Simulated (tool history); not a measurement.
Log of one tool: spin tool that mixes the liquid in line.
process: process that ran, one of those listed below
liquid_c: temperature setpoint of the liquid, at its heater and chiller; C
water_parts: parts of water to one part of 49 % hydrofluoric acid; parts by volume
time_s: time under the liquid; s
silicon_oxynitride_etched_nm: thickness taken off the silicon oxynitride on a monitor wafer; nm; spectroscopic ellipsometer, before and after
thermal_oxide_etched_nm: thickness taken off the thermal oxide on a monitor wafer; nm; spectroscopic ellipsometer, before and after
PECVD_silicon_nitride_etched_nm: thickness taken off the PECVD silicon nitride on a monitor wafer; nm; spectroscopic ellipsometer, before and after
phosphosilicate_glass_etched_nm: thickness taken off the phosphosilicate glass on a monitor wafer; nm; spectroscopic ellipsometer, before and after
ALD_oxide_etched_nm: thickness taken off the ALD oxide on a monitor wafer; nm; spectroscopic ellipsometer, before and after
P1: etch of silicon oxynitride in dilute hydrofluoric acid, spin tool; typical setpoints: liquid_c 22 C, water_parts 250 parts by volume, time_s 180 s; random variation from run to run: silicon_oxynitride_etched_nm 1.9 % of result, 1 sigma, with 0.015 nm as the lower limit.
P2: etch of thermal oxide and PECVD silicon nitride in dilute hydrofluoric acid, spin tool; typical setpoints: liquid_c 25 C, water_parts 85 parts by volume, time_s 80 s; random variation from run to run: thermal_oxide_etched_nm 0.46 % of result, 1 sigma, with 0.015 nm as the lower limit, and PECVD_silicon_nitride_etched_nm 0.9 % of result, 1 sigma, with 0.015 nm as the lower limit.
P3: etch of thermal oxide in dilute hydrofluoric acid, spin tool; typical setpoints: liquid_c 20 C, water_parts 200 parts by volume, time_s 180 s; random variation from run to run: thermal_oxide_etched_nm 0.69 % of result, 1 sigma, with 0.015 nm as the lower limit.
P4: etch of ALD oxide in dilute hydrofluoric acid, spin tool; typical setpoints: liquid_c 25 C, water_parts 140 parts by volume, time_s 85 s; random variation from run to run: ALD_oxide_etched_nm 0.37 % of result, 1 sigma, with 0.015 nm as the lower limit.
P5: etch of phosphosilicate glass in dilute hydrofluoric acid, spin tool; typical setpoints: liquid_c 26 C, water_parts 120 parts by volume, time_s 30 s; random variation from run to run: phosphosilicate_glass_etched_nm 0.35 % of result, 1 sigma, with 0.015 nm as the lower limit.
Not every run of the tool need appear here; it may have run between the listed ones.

| run | day | process | liquid_c | water_parts | time_s | hours since the thermometer was replaced | hours since the hydrofluoric acid flow meter was replaced | silicon_oxynitride_etched_nm | thermal_oxide_etched_nm | PECVD_silicon_nitride_etched_nm | phosphosilicate_glass_etched_nm | ALD_oxide_etched_nm |
|---|---|---|---|---|---|---|---|---|---|---|---|---|
| 1 | 0.45 | P1 | 22 | 250 | 180 | 1664.3 | 453.2 | 1.3585 |  |  |  |  |
| 2 | 1.054 | P3 | 17 | 200 | 180 | 1678.8 | 467.7 |  | 2.7766 |  |  |  |
| 3 | 1.383 | P1 | 22 | 370 | 180 | 1686.7 | 475.6 | 0.81331 |  |  |  |  |
| 4 | 1.783 | P1 | 22 | 250 | 15 | 1696.3 | 485.2 | 0.12819 |  |  |  |  |
| 5 | 2.179 | P2 | 25 | 85 | 15 | 1705.8 | 494.7 |  | 0.83607 | 0.4444 |  |  |
| 6 | 2.775 | P2 | 25 | 135 | 80 | 1720.1 | 509 |  | 2.6423 | 1.5053 |  |  |
| 7 | 3.104 | P1 | 22 | 250 | 180 | 1728 | 516.9 | 1.3802 |  |  |  |  |
| 8 | 3.625 | P3 | 20 | 200 | 305 | 1740.5 | 529.4 |  | 5.378 |  |  |  |
| 9 | 4.175 | P5 | 26 | 120 | 30 | 1753.7 | 542.6 |  |  |  | 23.761 |  |
|  | 4.796 | thermometer replaced |
| 10 | 4.817 | P4 | 25 | 140 | 85 | 0.5 | 558 |  |  |  |  | 7.6348 |
| 11 | 5.2 | P3 | 20 | 200 | 180 | 9.7 | 567.2 |  | 3.1672 |  |  |  |
| 12 | 5.821 | P5 | 18 | 120 | 30 | 24.6 | 582.1 |  |  |  | 17.299 |  |
| 13 | 6.296 | P2 | 32.5 | 85 | 80 | 36 | 593.5 |  | 6.0076 | 3.8998 |  |  |
| 14 | 6.688 | P1 | 22 | 250 | 330 | 45.4 | 602.9 | 2.6209 |  |  |  |  |
| 15 | 7.283 | P1 | 22 | 250 | 180 | 59.7 | 617.2 | 1.37 |  |  |  |  |
| 16 | 7.921 | P1 | 22 | 250 | 180 | 75 | 632.5 | 1.3622 |  |  |  |  |
| 17 | 8.517 | P2 | 25 | 85 | 80 | 89.3 | 646.8 |  | 4.4762 | 2.3838 |  |  |
| 18 | 8.933 | P3 | 20 | 95 | 180 | 99.3 | 656.8 |  | 7.2835 |  |  |  |
| 19 | 9.496 | P4 | 32 | 140 | 85 | 112.8 | 670.3 |  |  |  |  | 9.9075 |
| 20 | 10.229 | P4 | 25 | 140 | 85 | 130.4 | 687.9 |  |  |  |  | 7.6574 |
| 21 | 10.825 | P4 | 25 | 140 | 160 | 144.7 | 702.2 |  |  |  |  | 14.417 |
| 22 | 11.371 | P5 | 26 | 120 | 50 | 157.8 | 715.3 |  |  |  | 39.84 |  |
| 23 | 11.892 | P1 | 17 | 250 | 180 | 170.3 | 727.8 | 1.1232 |  |  |  |  |
| 24 | 12.454 | P1 | 22 | 250 | 180 | 183.8 | 741.3 | 1.438 |  |  |  |  |
| 25 | 12.821 | P4 | 25 | 35 | 85 | 192.6 | 750.1 |  |  |  |  | 34.666 |
| 26 | 13.329 | P1 | 22 | 140 | 180 | 204.8 | 762.3 | 2.6389 |  |  |  |  |
|  | 13.612 | hydrofluoric acid flow meter replaced |
| 27 | 13.742 | P5 | 26 | 65 | 30 | 214.7 | 3.1 |  |  |  | 47.187 |  |
| 28 | 14.342 | P1 | 17 | 135 | 180 | 229.1 | 17.5 | 2.1771 |  |  |  |  |
| 29 | 14.754 | P2 | 25 | 85 | 80 | 239 | 27.4 |  | 4.4396 | 2.4301 |  |  |
| 30 | 15.404 | P1 | 29.5 | 250 | 180 | 254.6 | 43 | 1.9681 |  |  |  |  |
| 31 | 16.1 | P1 | 22 | 250 | 180 | 271.3 | 59.7 | 1.342 |  |  |  |  |
| 32 | 16.717 | P1 | 22 | 250 | 180 | 286.1 | 74.5 | 1.4755 |  |  |  |  |
| 33 | 17.271 | P1 | 22 | 250 | 180 | 299.4 | 87.8 | 1.5221 |  |  |  |  |
| 34 | 17.629 | P1 | 22 | 250 | 180 | 308 | 96.4 | 1.5479 |  |  |  |  |
| 35 | 18.346 | P1 | 22 | 250 | 180 | 325.2 | 113.6 | 1.5277 |  |  |  |  |
| 36 | 18.717 | P1 | 22 | 250 | 180 | 334.1 | 122.5 | 1.5061 |  |  |  |  |

Run 37 has not been measured yet. What should we expect?
| 37 | 19.367 | P1 | 22 | 250 | 180 | 349.7 | 138.1 | ? |  |  |  |  |

Run 37 gave silicon_oxynitride_etched_nm 1.6226 nm.
